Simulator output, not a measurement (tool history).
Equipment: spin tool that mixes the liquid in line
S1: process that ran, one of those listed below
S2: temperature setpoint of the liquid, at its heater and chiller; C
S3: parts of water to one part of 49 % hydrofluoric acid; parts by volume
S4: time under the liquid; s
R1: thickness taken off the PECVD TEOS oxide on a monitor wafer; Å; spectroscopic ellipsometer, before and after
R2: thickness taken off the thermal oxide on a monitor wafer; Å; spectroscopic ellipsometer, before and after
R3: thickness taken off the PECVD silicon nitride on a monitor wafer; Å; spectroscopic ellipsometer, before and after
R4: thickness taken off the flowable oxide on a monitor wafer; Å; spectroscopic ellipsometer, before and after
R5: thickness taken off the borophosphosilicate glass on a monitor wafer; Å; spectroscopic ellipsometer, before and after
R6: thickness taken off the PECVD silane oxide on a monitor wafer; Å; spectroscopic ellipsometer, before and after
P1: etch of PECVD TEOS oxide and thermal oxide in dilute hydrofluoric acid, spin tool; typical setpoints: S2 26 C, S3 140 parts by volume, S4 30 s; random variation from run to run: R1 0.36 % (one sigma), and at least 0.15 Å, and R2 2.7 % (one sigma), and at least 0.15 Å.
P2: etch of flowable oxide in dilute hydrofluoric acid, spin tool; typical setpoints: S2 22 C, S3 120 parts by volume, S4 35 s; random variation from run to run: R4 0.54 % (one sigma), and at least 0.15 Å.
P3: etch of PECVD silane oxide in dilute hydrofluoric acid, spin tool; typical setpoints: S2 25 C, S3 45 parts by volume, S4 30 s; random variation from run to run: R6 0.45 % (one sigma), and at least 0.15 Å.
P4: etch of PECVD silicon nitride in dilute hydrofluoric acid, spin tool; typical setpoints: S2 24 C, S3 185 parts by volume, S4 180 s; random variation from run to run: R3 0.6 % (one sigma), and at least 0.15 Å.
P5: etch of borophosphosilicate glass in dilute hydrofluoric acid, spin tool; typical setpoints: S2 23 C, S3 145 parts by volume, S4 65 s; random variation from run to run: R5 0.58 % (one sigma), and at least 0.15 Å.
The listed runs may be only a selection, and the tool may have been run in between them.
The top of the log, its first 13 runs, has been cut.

Run 14, hour 57.1: S1 P5, S2 23 C, S3 225 parts by volume, S4 65 s. Result: R5 137.79 Å.
Run 15, hour 61: S1 P2, S2 22 C, S3 75 parts by volume, S4 35 s. Result: R4 301.58 Å.
Run 16, hour 65.3: S1 P1, S2 26 C, S3 55 parts by volume, S4 30 s. Result: R1 176.18 Å, R2 28.674 Å.
Run 17, hour 69.9: S1 P1, S2 26 C, S3 140 parts by volume, S4 30 s. Result: R1 62.673 Å, R2 10.347 Å.
Run 18, hour 73.5: S1 P1, S2 31 C, S3 140 parts by volume, S4 30 s. Result: R1 74.97 Å, R2 11.559 Å.
Run 19, hour 76.4: S1 P1, S2 32.5 C, S3 35 parts by volume, S4 30 s. Result: R1 372.67 Å, R2 59.86 Å.
Run 20, hour 79.3: S1 P1, S2 26 C, S3 245 parts by volume, S4 15 s. Result: R1 15.892 Å, R2 2.5219 Å.
Run 21, hour 82.9: S1 P2, S2 17 C, S3 120 parts by volume, S4 35 s. Result: R4 148.57 Å.
Run 22, hour 85.7: S1 P4, S2 24 C, S3 185 parts by volume, S4 85 s. Result: R3 17.564 Å.
Run 23, hour 89.2: S1 P3, S2 25 C, S3 45 parts by volume, S4 30 s. Result: R6 365.46 Å.

Run 24, settings as shown, results not yet in. Your forecast:
Run 24, hour 92.9: S1 P1, S2 26 C, S3 140 parts by volume, S4 30 s. Result: R1 ?, R2 ?.

Run 24 came out at R1 62.876 Å, R2 9.9043 Å.
